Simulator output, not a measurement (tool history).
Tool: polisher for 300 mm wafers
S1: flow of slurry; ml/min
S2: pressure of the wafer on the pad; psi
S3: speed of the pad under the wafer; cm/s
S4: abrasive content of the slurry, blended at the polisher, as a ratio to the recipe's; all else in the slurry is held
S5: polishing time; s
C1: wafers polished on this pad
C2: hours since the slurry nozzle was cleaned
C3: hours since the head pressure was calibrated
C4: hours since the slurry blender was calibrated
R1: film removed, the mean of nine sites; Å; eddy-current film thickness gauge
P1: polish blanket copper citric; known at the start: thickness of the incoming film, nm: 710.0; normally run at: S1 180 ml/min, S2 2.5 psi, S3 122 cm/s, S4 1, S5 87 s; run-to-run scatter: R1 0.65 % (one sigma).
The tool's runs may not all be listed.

| run | day | S1 | S2 | S3 | S4 | S5 | C1 | C2 | C3 | C4 | R1 |
|---|---|---|---|---|---|---|---|---|---|---|---|
| 1 | 0.267 | 180 | 2.5 | 122 | 1 | 87 | 316 | 64.8 | 577.8 | 175.4 | 1640.1 |
| 2 | 0.654 | 270 | 2.5 | 122 | 1 | 87 | 392 | 74.1 | 587.1 | 184.7 | 1726 |
| 3 | 0.992 | 110 | 2.5 | 122 | 1 | 87 | 458 | 82.2 | 595.2 | 192.8 | 1501 |
| 4 | 1.458 | 250 | 1.7 | 122 | 1 | 87 | 550 | 93.4 | 606.4 | 204 | 1183.7 |
| 5 | 1.979 | 180 | 2.5 | 62 | 1 | 87 | 653 | 105.9 | 618.9 | 216.5 | 853.31 |
| 6 | 2.396 | 235 | 1.1 | 122 | 1 | 87 | 734 | 115.9 | 628.9 | 226.5 | 770.86 |
| 7 | 2.862 | 180 | 2.5 | 122 | 1 | 55 | 826 | 127.1 | 640.1 | 237.7 | 1048.7 |
| 8 | 3.338 | 180 | 2.5 | 122 | 1 | 87 | 920 | 138.5 | 651.5 | 249.1 | 1639.9 |
| 9 | 3.896 | 180 | 2.5 | 122 | 1 | 87 | 1029 | 151.9 | 664.9 | 262.5 | 1638.6 |
| 10 | 4.346 | 180 | 1.2 | 122 | 1 | 87 | 1118 | 162.7 | 675.7 | 273.3 | 812.75 |
| 11 | 4.633 | 180 | 3.7 | 122 | 1 | 87 | 1174 | 169.6 | 682.6 | 280.2 | 2434.7 |
| 12 | 5.125 | 180 | 2.5 | 122 | 1 | 87 | 1271 | 181.4 | 694.4 | 292 | 1652.8 |
| 13 | 5.454 | 180 | 2.5 | 122 | 1 | 87 | 1336 | 189.3 | 702.3 | 299.9 | 1637.6 |
| 14 | 6.025 | 180 | 2.5 | 122 | 1 | 118 | 1448 | 203 | 716 | 313.6 | 2239.6 |
| 15 | 6.279 | 180 | 2.5 | 122 | 1.45 | 87 | 1498 | 209.1 | 722.1 | 319.7 | 1792.2 |
| 16 | 6.592 | 180 | 2.5 | 186 | 1 | 87 | 1559 | 216.6 | 729.6 | 327.2 | 2511.3 |
| 17 | 7.125 | 180 | 2.5 | 122 | 1 | 87 | 1664 | 229.4 | 742.4 | 340 | 1641.1 |
| 18 | 7.646 | 180 | 2.5 | 122 | 0.5 | 87 | 1766 | 241.9 | 754.9 | 352.5 | 1428.7 |
| 19 | 8.112 | 180 | 2.5 | 122 | 1 | 87 | 1858 | 253.1 | 766.1 | 363.7 | 1664.6 |
| 20 | 8.392 | 180 | 2.5 | 122 | 1 | 87 | 1913 | 259.8 | 772.8 | 370.4 | 1598.1 |
| 21 | 8.862 | 180 | 2.5 | 122 | 1 | 87 | 2006 | 271.1 | 784.1 | 381.7 | 1600.9 |
| 22 | 9.429 | 180 | 2.5 | 122 | 1 | 87 | 2117 | 284.7 | 797.7 | 395.3 | 1560.2 |
| 23 | 9.746 | 180 | 2.5 | 122 | 1 | 87 | 2179 | 292.3 | 805.3 | 402.9 | 1542.2 |
|  | 9.908 | worn pad replaced by a new one |
| 24 | 10.008 | 180 | 2.5 | 122 | 1 | 87 | 19 | 298.6 | 811.6 | 409.2 | 1540.9 |
| 25 | 10.467 | 180 | 2.5 | 122 | 1 | 87 | 109 | 309.6 | 822.6 | 420.2 | 1531.2 |
|  | 10.525 | head pressure recalibrated |
| 26 | 11.038 | 180 | 2.5 | 122 | 1 | 87 | 222 | 323.3 | 12.3 | 433.9 | 1528.5 |
| 27 | 11.496 | 180 | 2.5 | 122 | 1 | 87 | 312 | 334.3 | 23.3 | 444.9 | 1540.1 |

What P1 gives has crept away from where it was. These 2 causes fit the log equally well, each at the size given:
A: abrasive missing from the slurry, % = 32.1
B: slurry flow missing at the pad, % = 36.2
The creep began at about day 8.112.
Why every other cause is out:
removal rate lost through wear of the pad, %: serviced at day 9.908, which brought nothing back
head's pressure below its setpoint, %: serviced at day 10.525, which brought nothing back

4 check runs are offered, each on 2 wafers whose results are averaged, their results left as question marks. Which one tells the causes apart?
| check 1 | 11.954 | 180 | 1.5 | 122 | 1 | 64 |  |  |  |  | ? |
| check 2 | 11.954 | 110 | 2.5 | 182 | 1 | 87 |  |  |  |  | ? |
| check 3 | 11.954 | 180 | 3.6 | 122 | 0.6 | 87 |  |  |  |  | ? |
| check 4 | 11.954 | 180 | 2.5 | 122 | 0.65 | 87 |  |  |  |  | ? |

What each check would give under each cause:
| check | result | if A | if B |
|---|---|---|---|
| check 1 | R1 | 681.67 | 681.8 |
| check 2 | R1 | 2055.8 | 1966.4 |
| check 3 | R1 | 1965 | 1955.2 |
| check 4 | R1 | 1395.8 | 1389.9 |
How far apart the two closest causes lie, in the result that separates them most: check 1 0.02 %; check 2 4.45 %; check 3 0.5 %; check 4 0.42 %
Only check 2 tells the causes apart: in the others they would give nearly the same result.

Then check 2 was run and gave: R1 1972.2 Å. Which cause is it?

It is B: slurry flow missing at the pad, %.

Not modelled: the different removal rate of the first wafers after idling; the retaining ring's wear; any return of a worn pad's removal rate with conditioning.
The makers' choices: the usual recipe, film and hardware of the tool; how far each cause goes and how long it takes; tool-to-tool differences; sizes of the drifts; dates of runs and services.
